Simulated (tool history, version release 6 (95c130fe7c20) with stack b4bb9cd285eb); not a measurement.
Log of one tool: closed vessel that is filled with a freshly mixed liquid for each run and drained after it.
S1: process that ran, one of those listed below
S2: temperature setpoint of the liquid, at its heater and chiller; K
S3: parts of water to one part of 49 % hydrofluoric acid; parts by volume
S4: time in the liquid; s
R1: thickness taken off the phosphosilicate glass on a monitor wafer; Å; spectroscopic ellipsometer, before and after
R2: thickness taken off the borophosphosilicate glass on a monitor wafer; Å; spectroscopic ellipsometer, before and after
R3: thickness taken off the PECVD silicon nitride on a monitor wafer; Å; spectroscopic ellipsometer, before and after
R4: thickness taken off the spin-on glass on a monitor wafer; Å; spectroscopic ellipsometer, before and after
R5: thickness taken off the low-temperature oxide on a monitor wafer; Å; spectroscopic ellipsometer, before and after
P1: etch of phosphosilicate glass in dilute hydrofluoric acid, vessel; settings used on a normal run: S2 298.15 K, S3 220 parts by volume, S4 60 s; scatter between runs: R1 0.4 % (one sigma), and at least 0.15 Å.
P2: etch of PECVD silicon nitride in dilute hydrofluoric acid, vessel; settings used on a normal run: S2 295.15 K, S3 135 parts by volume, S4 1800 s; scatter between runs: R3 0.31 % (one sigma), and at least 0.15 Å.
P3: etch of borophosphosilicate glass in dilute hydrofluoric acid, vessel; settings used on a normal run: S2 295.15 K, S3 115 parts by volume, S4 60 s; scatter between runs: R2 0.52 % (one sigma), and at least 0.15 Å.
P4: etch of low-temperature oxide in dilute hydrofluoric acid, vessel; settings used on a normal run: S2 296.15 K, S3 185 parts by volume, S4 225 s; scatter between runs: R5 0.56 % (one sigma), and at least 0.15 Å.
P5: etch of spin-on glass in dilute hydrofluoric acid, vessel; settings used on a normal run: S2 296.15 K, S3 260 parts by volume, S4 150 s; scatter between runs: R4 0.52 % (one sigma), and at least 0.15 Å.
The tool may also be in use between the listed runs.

{"run": 1, "hour": 4.2, "S1": "P1", "S2": 298.15, "S3": 220, "S4": 60, "R1": 335.68}
{"run": 2, "hour": 8.0, "S1": "P1", "S2": 305.15, "S3": 220, "S4": 60, "R1": 430.04}
{"run": 3, "hour": 14.6, "S1": "P3", "S2": 295.15, "S3": 45, "S4": 60, "R2": 700.28}
{"run": 4, "hour": 21.5, "S1": "P2", "S2": 295.15, "S3": 135, "S4": 1800, "R3": 550.48}
{"run": 5, "hour": 26.3, "S1": "P2", "S2": 295.15, "S3": 45, "S4": 1800, "R3": 1617.7}
{"run": 6, "hour": 30.3, "S1": "P3", "S2": 301.15, "S3": 115, "S4": 60, "R2": 320.1}
{"run": 7, "hour": 37.0, "S1": "P1", "S2": 293.15, "S3": 145, "S4": 60, "R1": 460.79}
{"run": 8, "hour": 43.4, "S1": "P1", "S2": 298.15, "S3": 220, "S4": 30, "R1": 167.13}
{"run": 9, "hour": 50.2, "S1": "P2", "S2": 295.15, "S3": 135, "S4": 1800, "R3": 550.81}
{"run": 10, "hour": 55.7, "S1": "P1", "S2": 290.15, "S3": 220, "S4": 60, "R1": 249.37}
{"run": 11, "hour": 59.9, "S1": "P1", "S2": 298.15, "S3": 220, "S4": 60, "R1": 337.52}
{"run": 12, "hour": 66.7, "S1": "P1", "S2": 293.15, "S3": 220, "S4": 30, "R1": 139.9}
{"run": 13, "hour": 71.7, "S1": "P5", "S2": 296.15, "S3": 260, "S4": 150, "R4": 150.64}
{"run": 14, "hour": 77.5, "S1": "P4", "S2": 296.15, "S3": 185, "S4": 225, "R5": 215.95}
{"run": 15, "hour": 81.4, "S1": "P5", "S2": 296.15, "S3": 260, "S4": 150, "R4": 149.98}
{"run": 16, "hour": 88.0, "S1": "P3", "S2": 295.15, "S3": 115, "S4": 110, "R2": 460.45}
{"run": 17, "hour": 91.4, "S1": "P5", "S2": 296.15, "S3": 260, "S4": 295, "R4": 296.57}
{"run": 18, "hour": 98.3, "S1": "P2", "S2": 295.15, "S3": 135, "S4": 2900, "R3": 887.99}
{"run": 19, "hour": 101.8, "S1": "P4", "S2": 296.15, "S3": 270, "S4": 225, "R5": 137.53}
{"run": 20, "hour": 107.1, "S1": "P1", "S2": 298.15, "S3": 220, "S4": 105, "R1": 588.61}
{"run": 21, "hour": 111.5, "S1": "P1", "S2": 298.15, "S3": 220, "S4": 60, "R1": 336.74}
{"run": 22, "hour": 115.5, "S1": "P5", "S2": 290.15, "S3": 260, "S4": 150, "R4": 120.29}
{"run": 23, "hour": 120.3, "S1": "P1", "S2": 293.65, "S3": 220, "S4": 30, "R1": 142.93}
{"run": 24, "hour": 125.4, "S1": "P1", "S2": 298.15, "S3": 220, "S4": 60, "R1": 337.67}
{"run": 25, "hour": 132.2, "S1": "P1", "S2": 298.15, "S3": 55, "S4": 60, "R1": 1643.0}
{"run": 26, "hour": 135.8, "S1": "P5", "S2": 296.15, "S3": 165, "S4": 150, "R4": 262.12}
{"run": 27, "hour": 139.7, "S1": "P4", "S2": 296.15, "S3": 185, "S4": 30, "R5": 29.078}
{"run": 28, "hour": 144.0, "S1": "P3", "S2": 295.15, "S3": 115, "S4": 60, "R2": 253.6}
{"hour": 147.3, "done": "thermometer replaced"}
{"run": 29, "hour": 147.7, "S1": "P4", "S2": 304.15, "S3": 185, "S4": 225, "R5": 288.01}
{"run": 30, "hour": 152.3, "S1": "P2", "S2": 290.15, "S3": 135, "S4": 1800, "R3": 391.56}
{"run": 31, "hour": 157.7, "S1": "P1", "S2": 298.15, "S3": 370, "S4": 60, "R1": 173.29}
{"run": 32, "hour": 165.1, "S1": "P1", "S2": 298.15, "S3": 220, "S4": 60, "R1": 336.98}
{"run": 33, "hour": 172.3, "S1": "P1", "S2": 298.15, "S3": 220, "S4": 60, "R1": 347.32}
{"run": 34, "hour": 179.6, "S1": "P1", "S2": 298.15, "S3": 220, "S4": 60, "R1": 349.42}
{"run": 35, "hour": 186.1, "S1": "P1", "S2": 298.15, "S3": 220, "S4": 60, "R1": 354.32}
{"run": 36, "hour": 191.2, "S1": "P1", "S2": 298.15, "S3": 220, "S4": 60, "R1": 355.69}
{"run": 37, "hour": 196.5, "S1": "P1", "S2": 298.15, "S3": 220, "S4": 60, "R1": 355.21}
{"run": 38, "hour": 203.5, "S1": "P1", "S2": 298.15, "S3": 220, "S4": 60, "R1": 356.84}
{"run": 39, "hour": 207.3, "S1": "P1", "S2": 298.15, "S3": 220, "S4": 60, "R1": 357.33}
{"run": 40, "hour": 213.7, "S1": "P1", "S2": 298.15, "S3": 220, "S4": 60, "R1": 358.6}
{"run": 41, "hour": 221.4, "S1": "P1", "S2": 298.15, "S3": 220, "S4": 60, "R1": 358.41}
{"run": 42, "hour": 226.3, "S1": "P1", "S2": 298.15, "S3": 220, "S4": 60, "R1": 359.83}
{"run": 43, "hour": 233.6, "S1": "P1", "S2": 298.15, "S3": 220, "S4": 60, "R1": 362.67}

What P1 gives has crept away from where it was. These 2 causes fit the log equally well, each at the size given:
A: hydrofluoric acid flow above the setpoint (%) = 5.46
B: liquid hotter than its thermometer reads (K) = 1.84
The gradual shift began around hour 165.1.

4 check runs are offered, one wafer each, their results left as question marks. Which one tells the causes apart?
{"run": "check 1", "hour": 240.9, "S1": "P4", "S2": 296.15, "S3": 185, "S4": 225, "R5": "?"}
{"run": "check 2", "hour": 240.9, "S1": "P2", "S2": 295.15, "S3": 135, "S4": 1800, "R3": "?"}
{"run": "check 3", "hour": 240.9, "S1": "P3", "S2": 295.15, "S3": 115, "S4": 60, "R2": "?"}
{"run": "check 4", "hour": 240.9, "S1": "P5", "S2": 296.15, "S3": 260, "S4": 150, "R4": "?"}

If the cause were each of the candidates in turn, the checks would give the following:
check=check_1 result=R5 if_A=230.900 if_B=232.120
check=check_2 result=R3 if_A=579.99 if_B=621.02
check=check_3 result=R2 if_A=267.89 if_B=271.36
check=check_4 result=R4 if_A=160.70 if_B=160.53
Per-check spread between the two closest causes, in the result where they differ most: check 1 0.53 %; check 2 6.84 %; check 3 1.29 %; check 4 0.1 %
The other checks would show nearly matching results whichever cause is true, so check 2 is the only one that separates the causes.

Check 2 was then run and gave: R3 579.17 Å. Which cause is it?

A is the cause: hydrofluoric acid flow above the setpoint (%).
